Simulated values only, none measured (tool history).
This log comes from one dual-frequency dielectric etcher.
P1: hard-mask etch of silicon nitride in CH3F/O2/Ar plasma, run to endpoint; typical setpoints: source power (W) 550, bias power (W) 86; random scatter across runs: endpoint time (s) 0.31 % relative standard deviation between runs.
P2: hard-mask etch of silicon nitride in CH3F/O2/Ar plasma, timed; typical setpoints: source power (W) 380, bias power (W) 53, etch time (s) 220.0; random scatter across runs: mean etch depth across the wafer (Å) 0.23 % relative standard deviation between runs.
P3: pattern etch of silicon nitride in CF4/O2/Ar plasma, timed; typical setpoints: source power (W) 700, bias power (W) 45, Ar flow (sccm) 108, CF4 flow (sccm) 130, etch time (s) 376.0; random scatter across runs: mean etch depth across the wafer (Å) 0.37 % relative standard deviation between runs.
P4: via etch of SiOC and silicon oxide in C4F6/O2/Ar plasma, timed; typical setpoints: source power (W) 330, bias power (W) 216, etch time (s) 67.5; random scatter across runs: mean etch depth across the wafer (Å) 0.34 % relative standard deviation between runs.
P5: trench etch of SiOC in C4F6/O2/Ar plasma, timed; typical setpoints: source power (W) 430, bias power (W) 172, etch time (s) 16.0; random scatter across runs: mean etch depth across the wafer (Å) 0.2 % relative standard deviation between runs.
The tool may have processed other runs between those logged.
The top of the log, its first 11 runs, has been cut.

| run | hour | process that ran | source power (W) | bias power (W) | etch time (s) | Ar flow (sccm) | CF4 flow (sccm) | hours since the last wet clean | hours since the last source power generator calibration | hours since the last bias power generator calibration | endpoint time (s) | mean etch depth across the wafer (Å) |
|---|---|---|---|---|---|---|---|---|---|---|---|---|
| 12 | 120.2 | P3 | 700 | 45 | 376.0 | 152 | 130 | 260.9 | 1792.1 | 853.4 |  | 9017.30 |
| 13 | 132.7 | P3 | 700 | 45 | 464.5 | 108 | 130 | 273.4 | 1804.6 | 865.9 |  | 11517.00 |
| 14 | 141.0 | P1 | 550 | 113 |  |  |  | 281.7 | 1812.9 | 874.2 | 32.620 |  |
| 15 | 148.3 | P4 | 330 | 216 | 37.0 |  |  | 289.0 | 1820.2 | 881.5 |  | 404.93 |
| 16 | 160.4 | P1 | 420 | 86 |  |  |  | 301.1 | 1832.3 | 893.6 | 39.940 |  |
| 17 | 173.0 | P5 | 340 | 172 | 16.0 |  |  | 313.7 | 1844.9 | 906.2 |  | 300.23 |
| 18 | 182.3 | P4 | 330 | 216 | 67.5 |  |  | 323.0 | 1854.2 | 915.5 |  | 738.44 |
| 19 | 191.7 | P4 | 330 | 174 | 67.5 |  |  | 332.4 | 1863.6 | 924.9 |  | 688.32 |
| 20 | 200.5 | P1 | 420 | 59 |  |  |  | 341.2 | 1872.4 | 933.7 | 45.637 |  |
| 21 | 209.9 | P4 | 330 | 216 | 67.5 |  |  | 350.6 | 1881.8 | 943.1 |  | 739.55 |
| 22 | 218.5 | P2 | 380 | 40 | 220.0 |  |  | 359.2 | 1890.4 | 951.7 |  | 1268.50 |
| 23 | 229.4 | P3 | 700 | 53 | 376.0 | 108 | 130 | 370.1 | 1901.3 | 962.6 |  | 9940.40 |
| 24 | 239.3 | P3 | 890 | 45 | 376.0 | 108 | 130 | 380.0 | 1911.2 | 972.5 |  | 11579.00 |
| 25 | 253.3 | P3 | 700 | 45 | 376.0 | 108 | 130 | 394.0 | 1925.2 | 986.5 |  | 9454.50 |
| 26 | 261.1 | P5 | 430 | 172 | 16.0 |  |  | 401.8 | 1933.0 | 994.3 |  | 329.79 |

Forecast run 27:
| 27 | 269.1 | P1 | 550 | 86 |  |  |  | 409.8 | 1941.0 | 1002.3 | ? |  |

{"run 27": {"endpoint time (s)": 36.097}}
